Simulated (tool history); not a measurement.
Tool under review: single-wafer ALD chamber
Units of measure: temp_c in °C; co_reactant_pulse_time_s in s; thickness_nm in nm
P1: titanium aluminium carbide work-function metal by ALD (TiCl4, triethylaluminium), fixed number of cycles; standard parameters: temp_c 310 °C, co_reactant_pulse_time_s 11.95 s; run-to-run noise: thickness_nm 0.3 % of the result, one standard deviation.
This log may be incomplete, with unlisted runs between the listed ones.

| run | day | temp_c | co_reactant_pulse_time_s | hours since the last thermocouple change | hours since the last triethylaluminium bottle change | thickness_nm |
|---|---|---|---|---|---|---|
| 1 | 0.238 | 310 | 11.95 | 1946.8 | 512.2 | 2.1736 |
| 2 | 0.571 | 285 | 11.95 | 1954.8 | 520.2 | 1.9471 |
| 3 | 0.788 | 328 | 18.23 | 1960.0 | 525.4 | 2.3577 |
| 4 | 1.079 | 310 | 16.98 | 1967.0 | 532.4 | 2.1957 |
| 5 | 1.296 | 310 | 11.95 | 1972.2 | 537.6 | 2.1760 |
| 6 | 1.450 | 310 | 11.95 | 1975.9 | 541.3 | 2.1612 |
| 7 | 1.746 | 310 | 11.95 | 1983.0 | 548.4 | 2.1658 |
| 8 | 1.979 | 310 | 11.95 | 1988.6 | 554.0 | 2.1610 |
| 9 | 2.129 | 334 | 11.95 | 1992.2 | 557.6 | 2.3840 |
| 10 | 2.408 | 310 | 7.68 | 1998.9 | 564.3 | 2.0376 |
| 11 | 2.692 | 310 | 11.95 | 2005.7 | 571.1 | 2.1600 |
| 12 | 2.846 | 310 | 11.95 | 2009.4 | 574.8 | 2.1753 |
| 13 | 3.050 | 310 | 11.95 | 2014.3 | 579.7 | 2.1747 |
| 14 | 3.338 | 310 | 11.95 | 2021.2 | 586.6 | 2.1455 |
| 15 | 3.517 | 310 | 11.95 | 2025.5 | 590.9 | 2.1492 |
| 16 | 3.779 | 310 | 11.95 | 2031.8 | 597.2 | 2.1322 |
| 17 | 4.004 | 310 | 11.95 | 2037.2 | 602.6 | 2.1305 |
| 18 | 4.258 | 310 | 11.95 | 2043.3 | 608.7 | 2.1270 |
| 19 | 4.592 | 310 | 11.95 | 2051.3 | 616.7 | 2.1297 |
| 20 | 4.896 | 310 | 11.95 | 2058.6 | 624.0 | 2.1307 |
| 21 | 5.171 | 310 | 11.95 | 2065.2 | 630.6 | 2.1270 |

Compared with where it was, what P1 gives has crept away. Each cause listed below fits the log as well as the rest, at the size given for it:
A: triethylaluminium dose below that of a fresh bottle (%) = 15.6
B: wafer temperature below the value expected at the setpoint (K) = 3.54
The gradual shift began around day 3.050.

Of the 4 check runs listed below, each run on one wafer and each result written as a question mark, which would let you distinguish the listed causes because they would give clearly different results?
| check 1 | 5.446 | 293 | 11.95 |  |  | ? |
| check 2 | 5.446 | 310 | 7.87 |  |  | ? |
| check 3 | 5.446 | 286 | 11.95 |  |  | ? |
| check 4 | 5.446 | 301 | 11.95 |  |  | ? |

Predicted outcomes, by check and by cause:
| check | result | if A | if B |
|---|---|---|---|
| check 1 | thickness_nm | 1.9810 | 1.9793 |
| check 2 | thickness_nm | 1.9773 | 2.0237 |
| check 3 | thickness_nm | 1.9195 | 1.9171 |
| check 4 | thickness_nm | 2.0519 | 2.0510 |
Smallest distance between any two causes, each pair judged by its most separating result, in per cent: check 1 0.09 %; check 2 2.32 %; check 3 0.13 %; check 4 0.04 %
Check 2 distinguishes between the causes, while the remaining checks would return nearly the same result for all of them.

The results of check 2 are: thickness_nm 2.0237 nm. Based on these, which of the listed causes is it?

B is the cause: wafer temperature below the value expected at the setpoint (K).

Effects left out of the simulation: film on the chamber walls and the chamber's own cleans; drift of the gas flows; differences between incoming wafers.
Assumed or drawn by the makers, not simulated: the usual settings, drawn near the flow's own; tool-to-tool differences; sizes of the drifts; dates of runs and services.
